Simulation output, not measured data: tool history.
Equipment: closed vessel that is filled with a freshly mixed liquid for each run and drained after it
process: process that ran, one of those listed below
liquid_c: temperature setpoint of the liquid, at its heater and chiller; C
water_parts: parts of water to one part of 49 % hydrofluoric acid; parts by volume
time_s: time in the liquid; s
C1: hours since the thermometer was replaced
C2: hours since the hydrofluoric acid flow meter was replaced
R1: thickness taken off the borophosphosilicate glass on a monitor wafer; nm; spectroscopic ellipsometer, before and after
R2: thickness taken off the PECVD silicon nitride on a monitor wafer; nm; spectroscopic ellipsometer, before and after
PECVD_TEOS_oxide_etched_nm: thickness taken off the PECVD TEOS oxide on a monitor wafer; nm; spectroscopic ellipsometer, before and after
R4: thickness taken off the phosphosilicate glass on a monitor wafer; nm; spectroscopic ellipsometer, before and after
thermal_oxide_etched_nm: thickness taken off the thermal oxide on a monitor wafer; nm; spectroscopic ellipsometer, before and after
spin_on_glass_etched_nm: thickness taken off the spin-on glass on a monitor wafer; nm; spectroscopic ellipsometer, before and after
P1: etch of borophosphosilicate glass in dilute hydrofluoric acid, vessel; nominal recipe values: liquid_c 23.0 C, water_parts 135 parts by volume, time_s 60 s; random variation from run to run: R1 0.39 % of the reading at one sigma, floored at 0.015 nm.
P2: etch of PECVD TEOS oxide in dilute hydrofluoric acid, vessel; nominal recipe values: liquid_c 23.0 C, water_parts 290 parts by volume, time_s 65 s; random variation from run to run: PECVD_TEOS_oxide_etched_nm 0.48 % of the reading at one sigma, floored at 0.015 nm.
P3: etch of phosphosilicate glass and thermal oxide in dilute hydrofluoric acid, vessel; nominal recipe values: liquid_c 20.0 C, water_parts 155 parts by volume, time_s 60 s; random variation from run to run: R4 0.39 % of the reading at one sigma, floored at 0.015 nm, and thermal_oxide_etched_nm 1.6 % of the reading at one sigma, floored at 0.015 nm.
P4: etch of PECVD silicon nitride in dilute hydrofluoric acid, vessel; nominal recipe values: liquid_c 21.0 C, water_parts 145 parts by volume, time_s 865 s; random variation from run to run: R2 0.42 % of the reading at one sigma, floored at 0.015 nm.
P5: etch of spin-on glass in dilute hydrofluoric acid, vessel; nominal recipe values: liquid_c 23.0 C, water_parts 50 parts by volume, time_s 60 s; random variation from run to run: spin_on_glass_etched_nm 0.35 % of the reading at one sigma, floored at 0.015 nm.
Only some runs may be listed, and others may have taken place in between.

Run 1, hour 10.0: process P1, liquid_c 23.0 C, water_parts 135 parts by volume, time_s 60 s; C1 1350.3; C2 838.3. Result: R1 19.6310 nm.
Run 2, hour 23.9: process P1, liquid_c 19.0 C, water_parts 135 parts by volume, time_s 60 s; C1 1364.2; C2 852.2. Result: R1 16.7090 nm.
Run 3, hour 30.8: process P4, liquid_c 21.0 C, water_parts 145 parts by volume, time_s 865 s; C1 1371.1; C2 859.1. Result: R2 16.208 nm.
Run 4, hour 43.3: process P2, liquid_c 23.0 C, water_parts 290 parts by volume, time_s 65 s; C1 1383.6; C2 871.6. Result: PECVD_TEOS_oxide_etched_nm 5.0715 nm.
Run 5, hour 54.6: process P3, liquid_c 20.0 C, water_parts 240 parts by volume, time_s 60 s; C1 1394.9; C2 882.9. Result: R4 19.477 nm, thermal_oxide_etched_nm 0.84305 nm.
Run 6, hour 63.3: process P5, liquid_c 23.0 C, water_parts 50 parts by volume, time_s 60 s; C1 1403.6; C2 891.6. Result: spin_on_glass_etched_nm 53.300 nm.
Run 7, hour 73.4: process P1, liquid_c 23.0 C, water_parts 135 parts by volume, time_s 100 s; C1 1413.7; C2 901.7. Result: R1 32.6540 nm.
Run 8, hour 84.3: process P4, liquid_c 21.0 C, water_parts 90 parts by volume, time_s 865 s; C1 1424.6; C2 912.6. Result: R2 25.669 nm.
Run 9, hour 91.6: process P1, liquid_c 23.0 C, water_parts 60 parts by volume, time_s 60 s; C1 1431.9; C2 919.9. Result: R1 47.9920 nm.
Run 10, hour 100.7: process P1, liquid_c 23.0 C, water_parts 135 parts by volume, time_s 30 s; C1 1441.0; C2 929.0. Result: R1 9.8298 nm.
Run 11, hour 108.4: process P1, liquid_c 27.5 C, water_parts 135 parts by volume, time_s 60 s; C1 1448.7; C2 936.7. Result: R1 23.3490 nm.
Run 12, hour 117.3: process P1, liquid_c 23.0 C, water_parts 245 parts by volume, time_s 60 s; C1 1457.6; C2 945.6. Result: R1 9.5712 nm.
Run 13, hour 125.2: process P5, liquid_c 30.5 C, water_parts 50 parts by volume, time_s 60 s; C1 1465.5; C2 953.5. Result: spin_on_glass_etched_nm 71.961 nm.
Run 14, hour 134.2: process P5, liquid_c 23.0 C, water_parts 50 parts by volume, time_s 30 s; C1 1474.5; C2 962.5. Result: spin_on_glass_etched_nm 26.612 nm.
Run 15, hour 145.4: process P2, liquid_c 23.0 C, water_parts 290 parts by volume, time_s 30 s; C1 1485.7; C2 973.7. Result: PECVD_TEOS_oxide_etched_nm 2.3261 nm.
Run 16, hour 153.9: process P4, liquid_c 21.0 C, water_parts 145 parts by volume, time_s 1260 s; C1 1494.2; C2 982.2. Result: R2 23.469 nm.
Run 17, hour 165.6: process P3, liquid_c 20.0 C, water_parts 155 parts by volume, time_s 95 s; C1 1505.9; C2 993.9. Result: R4 52.055 nm, thermal_oxide_etched_nm 2.36230 nm.
Run 18, hour 175.5: process P2, liquid_c 23.0 C, water_parts 105 parts by volume, time_s 65 s; C1 1515.8; C2 1003.8. Result: PECVD_TEOS_oxide_etched_nm 17.1450 nm.
Run 19, hour 182.7: process P1, liquid_c 23.0 C, water_parts 135 parts by volume, time_s 60 s; C1 1523.0; C2 1011.0. Result: R1 19.5240 nm.
Run 20, hour 193.8: process P5, liquid_c 23.0 C, water_parts 30 parts by volume, time_s 60 s; C1 1534.1; C2 1022.1. Result: spin_on_glass_etched_nm 90.879 nm.
Run 21, hour 203.3: process P4, liquid_c 27.0 C, water_parts 145 parts by volume, time_s 865 s; C1 1543.6; C2 1031.6. Result: R2 23.863 nm.
Run 22, hour 210.8: process P3, liquid_c 20.0 C, water_parts 155 parts by volume, time_s 60 s; C1 1551.1; C2 1039.1. Result: R4 33.072 nm, thermal_oxide_etched_nm 1.43310 nm.

Run 23 is up next; what results do you expect?
Run 23, hour 221.5: process P1, liquid_c 23.0 C, water_parts 135 parts by volume, time_s 60 s; C1 1561.8; C2 1049.8. Result: R1 ?.

R1: 19.5670 nm

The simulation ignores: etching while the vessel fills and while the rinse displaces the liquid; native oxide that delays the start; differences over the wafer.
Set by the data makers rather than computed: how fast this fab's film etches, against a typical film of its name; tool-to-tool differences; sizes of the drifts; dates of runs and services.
